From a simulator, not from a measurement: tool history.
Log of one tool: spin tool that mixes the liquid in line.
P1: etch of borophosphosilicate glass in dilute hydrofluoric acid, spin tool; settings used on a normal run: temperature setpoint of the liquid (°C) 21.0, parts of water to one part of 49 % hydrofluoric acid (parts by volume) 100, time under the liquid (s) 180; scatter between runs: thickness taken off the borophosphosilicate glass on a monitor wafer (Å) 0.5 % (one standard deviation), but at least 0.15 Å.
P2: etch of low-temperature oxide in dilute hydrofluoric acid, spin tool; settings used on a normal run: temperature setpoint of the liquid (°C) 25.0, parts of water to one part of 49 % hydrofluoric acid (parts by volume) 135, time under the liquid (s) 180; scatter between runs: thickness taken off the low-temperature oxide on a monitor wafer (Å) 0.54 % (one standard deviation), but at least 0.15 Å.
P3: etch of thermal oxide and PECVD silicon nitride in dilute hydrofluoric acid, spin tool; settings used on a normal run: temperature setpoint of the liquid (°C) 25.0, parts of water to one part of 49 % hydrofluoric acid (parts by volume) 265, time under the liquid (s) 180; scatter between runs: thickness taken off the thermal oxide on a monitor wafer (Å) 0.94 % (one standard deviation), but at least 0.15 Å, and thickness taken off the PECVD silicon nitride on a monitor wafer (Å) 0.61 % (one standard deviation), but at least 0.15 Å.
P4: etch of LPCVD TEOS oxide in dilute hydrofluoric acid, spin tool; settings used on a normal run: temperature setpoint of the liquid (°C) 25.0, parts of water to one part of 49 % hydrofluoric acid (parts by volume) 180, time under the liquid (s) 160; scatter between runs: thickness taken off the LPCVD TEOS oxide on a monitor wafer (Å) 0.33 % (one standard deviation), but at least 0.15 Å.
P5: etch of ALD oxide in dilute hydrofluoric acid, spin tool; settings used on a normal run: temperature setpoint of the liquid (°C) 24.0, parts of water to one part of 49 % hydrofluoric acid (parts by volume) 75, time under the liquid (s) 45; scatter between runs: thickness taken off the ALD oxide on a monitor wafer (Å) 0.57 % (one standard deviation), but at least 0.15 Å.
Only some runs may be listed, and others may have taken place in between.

run	hour	process that ran	temperature setpoint of the liquid (°C)	parts of water to one part of 49 % hydrofluoric acid (parts by volume)	time under the liquid (s)	thickness taken off the borophosphosilicate glass on a monitor wafer (Å)	thickness taken off the low-temperature oxide on a monitor wafer (Å)	thickness taken off the ALD oxide on a monitor wafer (Å)	thickness taken off the LPCVD TEOS oxide on a monitor wafer (Å)	thickness taken off the thermal oxide on a monitor wafer (Å)	thickness taken off the PECVD silicon nitride on a monitor wafer (Å)
1	4.5	P1	21.0	100	180	494.900					
2	8.7	P1	28.5	100	180	663.250					
3	12.7	P2	25.0	40	180		548.59				
4	17.4	P1	17.0	55	180	794.490					
5	21.1	P1	21.0	165	50	77.751					
6	25.7	P5	24.0	130	45			77.591			
7	29.2	P1	21.0	20	180	2708.700					
8	34.0	P1	21.0	100	180	496.080					
9	38.9	P1	21.0	100	180	493.800					
10	41.4	P1	21.0	100	180	494.020					
11	43.8	P5	24.0	75	45			143.200			
12	46.2	P4	25.0	180	160				486.81		
13	48.7	P4	25.0	180	160				484.76		
14	52.2	P2	25.0	135	295		235.55				
15	57.4	P1	21.0	100	45	123.360					
16	60.4	P4	32.5	180	160				633.77		
17	62.8	P3	25.0	265	180					28.4000	41.7530
18	66.7	P3	25.0	265	20					3.2067	4.6223
19	71.2	P5	29.5	75	45			177.380			
20	73.5	P2	20.0	135	180		117.78				
21	77.7	P5	24.0	75	45			143.510			
22	82.5	P2	25.0	135	180		145.05				

What does the tool deliver on the next run?
23	86.4	P4	25.0	40	160				?		

thickness taken off the LPCVD TEOS oxide on a monitor wafer (Å): 2600.30

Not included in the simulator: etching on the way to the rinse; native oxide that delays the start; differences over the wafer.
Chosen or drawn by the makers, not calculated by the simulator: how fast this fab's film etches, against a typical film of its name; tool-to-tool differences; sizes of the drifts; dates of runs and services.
